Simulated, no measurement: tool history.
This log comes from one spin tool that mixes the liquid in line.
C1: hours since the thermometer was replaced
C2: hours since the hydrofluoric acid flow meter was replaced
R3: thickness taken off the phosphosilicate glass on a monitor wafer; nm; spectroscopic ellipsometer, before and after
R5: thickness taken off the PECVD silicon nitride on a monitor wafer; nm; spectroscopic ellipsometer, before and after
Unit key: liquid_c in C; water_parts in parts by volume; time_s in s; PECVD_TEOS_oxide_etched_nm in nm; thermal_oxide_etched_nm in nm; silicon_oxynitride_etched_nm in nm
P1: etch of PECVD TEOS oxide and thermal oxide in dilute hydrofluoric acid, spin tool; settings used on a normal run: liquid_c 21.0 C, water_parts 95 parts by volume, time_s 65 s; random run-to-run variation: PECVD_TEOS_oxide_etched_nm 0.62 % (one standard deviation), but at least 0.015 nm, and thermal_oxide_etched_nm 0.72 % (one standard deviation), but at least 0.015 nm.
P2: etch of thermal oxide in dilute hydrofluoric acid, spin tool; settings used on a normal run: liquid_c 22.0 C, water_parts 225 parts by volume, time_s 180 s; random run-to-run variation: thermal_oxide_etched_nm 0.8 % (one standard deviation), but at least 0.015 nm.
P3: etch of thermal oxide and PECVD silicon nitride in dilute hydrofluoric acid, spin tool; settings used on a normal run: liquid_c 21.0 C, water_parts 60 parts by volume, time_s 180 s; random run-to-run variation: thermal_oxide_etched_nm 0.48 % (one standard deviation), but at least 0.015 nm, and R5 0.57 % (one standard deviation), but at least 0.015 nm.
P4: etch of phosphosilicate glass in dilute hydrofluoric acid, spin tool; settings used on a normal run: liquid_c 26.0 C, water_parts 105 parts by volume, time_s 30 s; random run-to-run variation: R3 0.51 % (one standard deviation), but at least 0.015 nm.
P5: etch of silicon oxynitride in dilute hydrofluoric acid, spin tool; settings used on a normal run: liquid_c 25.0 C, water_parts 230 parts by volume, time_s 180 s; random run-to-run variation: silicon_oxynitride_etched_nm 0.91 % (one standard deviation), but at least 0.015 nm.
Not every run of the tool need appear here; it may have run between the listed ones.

{"run": 1, "day": 0.504, "process": "P1", "liquid_c": 21.0, "water_parts": 95, "time_s": 65, "C1": 658.1, "C2": 827.1, "PECVD_TEOS_oxide_etched_nm": 5.4164, "thermal_oxide_etched_nm": 3.028}
{"run": 2, "day": 0.746, "process": "P1", "liquid_c": 17.0, "water_parts": 95, "time_s": 15, "C1": 663.9, "C2": 832.9, "PECVD_TEOS_oxide_etched_nm": 1.0843, "thermal_oxide_etched_nm": 0.5771}
{"run": 3, "day": 1.042, "process": "P1", "liquid_c": 21.0, "water_parts": 20, "time_s": 65, "C1": 671.0, "C2": 840.0, "PECVD_TEOS_oxide_etched_nm": 28.42, "thermal_oxide_etched_nm": 15.626}
{"run": 4, "day": 1.279, "process": "P2", "liquid_c": 22.0, "water_parts": 325, "time_s": 180, "C1": 676.7, "C2": 845.7, "thermal_oxide_etched_nm": 1.8437}
{"run": 5, "day": 1.658, "process": "P4", "liquid_c": 26.0, "water_parts": 105, "time_s": 30, "C1": 685.8, "C2": 854.8, "R3": 61.219}
{"run": 6, "day": 2.0, "process": "P2", "liquid_c": 22.0, "water_parts": 225, "time_s": 340, "C1": 694.0, "C2": 863.0, "thermal_oxide_etched_nm": 5.504}
{"run": 7, "day": 2.271, "process": "P2", "liquid_c": 25.5, "water_parts": 225, "time_s": 180, "C1": 700.5, "C2": 869.5, "thermal_oxide_etched_nm": 3.3149}
{"run": 8, "day": 2.604, "process": "P1", "liquid_c": 21.0, "water_parts": 95, "time_s": 65, "C1": 708.5, "C2": 877.5, "PECVD_TEOS_oxide_etched_nm": 5.4929, "thermal_oxide_etched_nm": 3.0389}
{"run": 9, "day": 2.854, "process": "P5", "liquid_c": 31.0, "water_parts": 230, "time_s": 180, "C1": 714.5, "C2": 883.5, "silicon_oxynitride_etched_nm": 3.26}
{"run": 10, "day": 3.2, "process": "P1", "liquid_c": 21.0, "water_parts": 170, "time_s": 125, "C1": 722.8, "C2": 891.8, "PECVD_TEOS_oxide_etched_nm": 5.43, "thermal_oxide_etched_nm": 3.0329}
{"run": 11, "day": 3.654, "process": "P1", "liquid_c": 21.0, "water_parts": 95, "time_s": 15, "C1": 733.7, "C2": 902.7, "PECVD_TEOS_oxide_etched_nm": 1.2742, "thermal_oxide_etched_nm": 0.72094}
{"run": 12, "day": 4.062, "process": "P4", "liquid_c": 18.5, "water_parts": 105, "time_s": 30, "C1": 743.5, "C2": 912.5, "R3": 45.108}
{"run": 13, "day": 4.346, "process": "P1", "liquid_c": 21.0, "water_parts": 95, "time_s": 125, "C1": 750.3, "C2": 919.3, "PECVD_TEOS_oxide_etched_nm": 10.486, "thermal_oxide_etched_nm": 5.8809}
{"run": 14, "day": 4.729, "process": "P5", "liquid_c": 25.0, "water_parts": 230, "time_s": 180, "C1": 759.5, "C2": 928.5, "silicon_oxynitride_etched_nm": 2.5498}
{"run": 15, "day": 5.192, "process": "P1", "liquid_c": 21.0, "water_parts": 95, "time_s": 65, "C1": 770.6, "C2": 939.6, "PECVD_TEOS_oxide_etched_nm": 5.5318, "thermal_oxide_etched_nm": 3.0612}
{"run": 16, "day": 5.608, "process": "P1", "liquid_c": 17.0, "water_parts": 95, "time_s": 65, "C1": 780.6, "C2": 949.6, "PECVD_TEOS_oxide_etched_nm": 4.6712, "thermal_oxide_etched_nm": 2.5554}
{"run": 17, "day": 6.012, "process": "P3", "liquid_c": 21.0, "water_parts": 60, "time_s": 180, "C1": 790.3, "C2": 959.3, "thermal_oxide_etched_nm": 14.367, "R5": 4.1898}
{"run": 18, "day": 6.429, "process": "P5", "liquid_c": 25.0, "water_parts": 325, "time_s": 180, "C1": 800.3, "C2": 969.3, "silicon_oxynitride_etched_nm": 1.6914}
{"run": 19, "day": 6.758, "process": "P3", "liquid_c": 21.0, "water_parts": 20, "time_s": 180, "C1": 808.2, "C2": 977.2, "thermal_oxide_etched_nm": 45.003, "R5": 12.055}
{"run": 20, "day": 7.021, "process": "P3", "liquid_c": 17.0, "water_parts": 60, "time_s": 180, "C1": 814.5, "C2": 983.5, "thermal_oxide_etched_nm": 12.062, "R5": 3.1234}
{"run": 21, "day": 7.329, "process": "P5", "liquid_c": 25.0, "water_parts": 230, "time_s": 305, "C1": 821.9, "C2": 990.9, "silicon_oxynitride_etched_nm": 4.2796}
{"run": 22, "day": 7.662, "process": "P4", "liquid_c": 26.0, "water_parts": 50, "time_s": 30, "C1": 829.9, "C2": 998.9, "R3": 137.44}
{"run": 23, "day": 8.104, "process": "P2", "liquid_c": 22.0, "water_parts": 225, "time_s": 180, "C1": 840.5, "C2": 1009.5, "thermal_oxide_etched_nm": 2.9378}
{"run": 24, "day": 8.492, "process": "P1", "liquid_c": 21.0, "water_parts": 145, "time_s": 65, "C1": 849.8, "C2": 1018.8, "PECVD_TEOS_oxide_etched_nm": 3.4305, "thermal_oxide_etched_nm": 1.9266}
{"run": 25, "day": 8.912, "process": "P3", "liquid_c": 21.0, "water_parts": 60, "time_s": 30, "C1": 859.9, "C2": 1028.9, "thermal_oxide_etched_nm": 2.3871, "R5": 0.7023}
{"run": 26, "day": 9.221, "process": "P4", "liquid_c": 26.0, "water_parts": 105, "time_s": 45, "C1": 867.3, "C2": 1036.3, "R3": 92.236}
{"run": 27, "day": 9.521, "process": "P5", "liquid_c": 25.0, "water_parts": 230, "time_s": 180, "C1": 874.5, "C2": 1043.5, "silicon_oxynitride_etched_nm": 2.5011}
{"run": 28, "day": 9.85, "process": "P1", "liquid_c": 21.0, "water_parts": 95, "time_s": 65, "C1": 882.4, "C2": 1051.4, "PECVD_TEOS_oxide_etched_nm": 5.5093, "thermal_oxide_etched_nm": 3.1246}
{"run": 29, "day": 10.246, "process": "P1", "liquid_c": 29.0, "water_parts": 95, "time_s": 65, "C1": 891.9, "C2": 1060.9, "PECVD_TEOS_oxide_etched_nm": 7.5068, "thermal_oxide_etched_nm": 4.1398}
{"run": 30, "day": 10.679, "process": "P1", "liquid_c": 21.0, "water_parts": 95, "time_s": 65, "C1": 902.3, "C2": 1071.3, "PECVD_TEOS_oxide_etched_nm": 5.4938, "thermal_oxide_etched_nm": 3.0505}
{"run": 31, "day": 11.008, "process": "P1", "liquid_c": 17.0, "water_parts": 20, "time_s": 65, "C1": 910.2, "C2": 1079.2, "PECVD_TEOS_oxide_etched_nm": 23.709, "thermal_oxide_etched_nm": 13.429}
{"run": 32, "day": 11.517, "process": "P1", "liquid_c": 21.0, "water_parts": 95, "time_s": 65, "C1": 922.4, "C2": 1091.4, "PECVD_TEOS_oxide_etched_nm": 5.4785, "thermal_oxide_etched_nm": 3.0428}
{"run": 33, "day": 11.85, "process": "P1", "liquid_c": 21.0, "water_parts": 95, "time_s": 65, "C1": 930.4, "C2": 1099.4, "PECVD_TEOS_oxide_etched_nm": 5.2596, "thermal_oxide_etched_nm": 2.9641}

The next listed run, before its measurement:
{"run": 34, "day": 12.329, "process": "P1", "liquid_c": 21.0, "water_parts": 95, "time_s": 65, "C1": 941.9, "C2": 1110.9, "PECVD_TEOS_oxide_etched_nm": "?", "thermal_oxide_etched_nm": "?"}

PECVD_TEOS_oxide_etched_nm: 5.1038 nm
thermal_oxide_etched_nm: 2.82660 nm
